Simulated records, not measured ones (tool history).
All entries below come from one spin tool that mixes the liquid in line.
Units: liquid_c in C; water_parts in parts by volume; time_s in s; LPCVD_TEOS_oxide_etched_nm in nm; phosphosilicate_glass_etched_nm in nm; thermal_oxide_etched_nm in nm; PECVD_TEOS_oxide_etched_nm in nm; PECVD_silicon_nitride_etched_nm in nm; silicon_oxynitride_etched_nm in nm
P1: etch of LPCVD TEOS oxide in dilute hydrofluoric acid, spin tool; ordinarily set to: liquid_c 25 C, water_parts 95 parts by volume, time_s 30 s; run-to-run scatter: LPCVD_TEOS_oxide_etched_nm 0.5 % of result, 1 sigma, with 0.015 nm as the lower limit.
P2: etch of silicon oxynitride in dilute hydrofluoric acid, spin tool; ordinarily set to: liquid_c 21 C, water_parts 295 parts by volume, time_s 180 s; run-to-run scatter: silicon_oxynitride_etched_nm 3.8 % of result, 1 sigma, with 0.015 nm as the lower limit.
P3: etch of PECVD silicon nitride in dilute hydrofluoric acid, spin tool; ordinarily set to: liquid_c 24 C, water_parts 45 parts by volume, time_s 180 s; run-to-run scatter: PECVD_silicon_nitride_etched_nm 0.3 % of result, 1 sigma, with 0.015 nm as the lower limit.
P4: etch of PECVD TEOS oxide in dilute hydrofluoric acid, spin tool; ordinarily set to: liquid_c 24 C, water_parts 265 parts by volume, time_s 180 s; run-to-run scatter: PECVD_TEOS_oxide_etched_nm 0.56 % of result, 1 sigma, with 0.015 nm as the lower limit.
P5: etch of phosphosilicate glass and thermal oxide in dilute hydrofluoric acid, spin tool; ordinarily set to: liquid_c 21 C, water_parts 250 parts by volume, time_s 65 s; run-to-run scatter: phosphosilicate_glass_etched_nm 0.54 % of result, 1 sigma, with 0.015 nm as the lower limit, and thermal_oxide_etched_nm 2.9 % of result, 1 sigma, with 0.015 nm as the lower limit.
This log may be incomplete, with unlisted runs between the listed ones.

| run | hour | process | liquid_c | water_parts | time_s | LPCVD_TEOS_oxide_etched_nm | phosphosilicate_glass_etched_nm | thermal_oxide_etched_nm | PECVD_TEOS_oxide_etched_nm | PECVD_silicon_nitride_etched_nm | silicon_oxynitride_etched_nm |
|---|---|---|---|---|---|---|---|---|---|---|---|
| 1 | 5.4 | P1 | 25 | 95 | 30 | 16.791 |  |  |  |  |  |
| 2 | 12.2 | P1 | 25 | 95 | 30 | 16.928 |  |  |  |  |  |
| 3 | 19.1 | P5 | 21 | 250 | 105 |  | 21.352 | 1.4731 |  |  |  |
| 4 | 24.3 | P4 | 24 | 265 | 345 |  |  |  | 17.86 |  |  |
| 5 | 30.2 | P1 | 25 | 95 | 50 | 27.88 |  |  |  |  |  |
| 6 | 35.3 | P4 | 24 | 265 | 180 |  |  |  | 9.314 |  |  |
| 7 | 41.8 | P1 | 25 | 95 | 30 | 16.672 |  |  |  |  |  |
| 8 | 45.6 | P3 | 24 | 45 | 180 |  |  |  |  | 9.7929 |  |
| 9 | 49.5 | P1 | 25 | 95 | 30 | 16.725 |  |  |  |  |  |
| 10 | 55.9 | P2 | 17 | 295 | 180 |  |  |  |  |  | 0.52611 |
| 11 | 62.3 | P1 | 19 | 95 | 15 | 6.6516 |  |  |  |  |  |
| 12 | 68.2 | P5 | 28.5 | 250 | 65 |  | 17.246 | 1.2944 |  |  |  |
| 13 | 73.5 | P3 | 24 | 45 | 180 |  |  |  |  | 9.8344 |  |
| 14 | 78.4 | P1 | 25 | 95 | 30 | 16.686 |  |  |  |  |  |
| 15 | 81.9 | P3 | 17 | 45 | 180 |  |  |  |  | 6.0075 |  |
| 16 | 85.2 | P5 | 21 | 250 | 65 |  | 13.218 | 0.91899 |  |  |  |
| 17 | 90.7 | P4 | 24 | 265 | 180 |  |  |  | 9.2711 |  |  |
| 18 | 96.1 | P4 | 18.5 | 265 | 180 |  |  |  | 7.6459 |  |  |
| 19 | 100.2 | P3 | 24 | 45 | 15 |  |  |  |  | 0.81815 |  |
| 20 | 106.5 | P2 | 21 | 470 | 180 |  |  |  |  |  | 0.39325 |
| 21 | 109.7 | P1 | 25 | 165 | 30 | 9.0178 |  |  |  |  |  |
| 22 | 113.4 | P4 | 24 | 460 | 180 |  |  |  | 4.4169 |  |  |
| 23 | 118.9 | P1 | 21.5 | 30 | 30 | 50.341 |  |  |  |  |  |
| 24 | 122.2 | P1 | 25 | 170 | 15 | 4.2602 |  |  |  |  |  |
| 25 | 125.8 | P1 | 25 | 95 | 30 | 16.768 |  |  |  |  |  |
| 26 | 131.5 | P5 | 21 | 250 | 65 |  | 13.13 | 0.92685 |  |  |  |
| 27 | 138.4 | P1 | 25 | 95 | 15 | 8.4684 |  |  |  |  |  |
| 28 | 144.6 | P1 | 33 | 95 | 30 | 22.975 |  |  |  |  |  |
| 29 | 150.5 | P1 | 25 | 95 | 30 | 17.07 |  |  |  |  |  |
| 30 | 155.2 | P5 | 21 | 75 | 65 |  | 52.417 | 3.6924 |  |  |  |
| 31 | 159.9 | P1 | 25 | 55 | 30 | 30.358 |  |  |  |  |  |
| 32 | 166.4 | P2 | 21 | 295 | 360 |  |  |  |  |  | 1.3804 |
| 33 | 170.2 | P2 | 21 | 295 | 180 |  |  |  |  |  | 0.63288 |
| 34 | 176.5 | P3 | 24 | 75 | 180 |  |  |  |  | 5.9347 |  |
| 35 | 182 | P1 | 21 | 95 | 30 | 14.378 |  |  |  |  |  |
| 36 | 188.7 | P1 | 25 | 95 | 30 | 16.906 |  |  |  |  |  |
| 37 | 192.2 | P1 | 25 | 95 | 30 | 16.491 |  |  |  |  |  |

Predict the results of run 38:
| 38 | 196.5 | P1 | 25 | 95 | 30 | ? |  |  |  |  |  |

LPCVD_TEOS_oxide_etched_nm: 16.275 nm
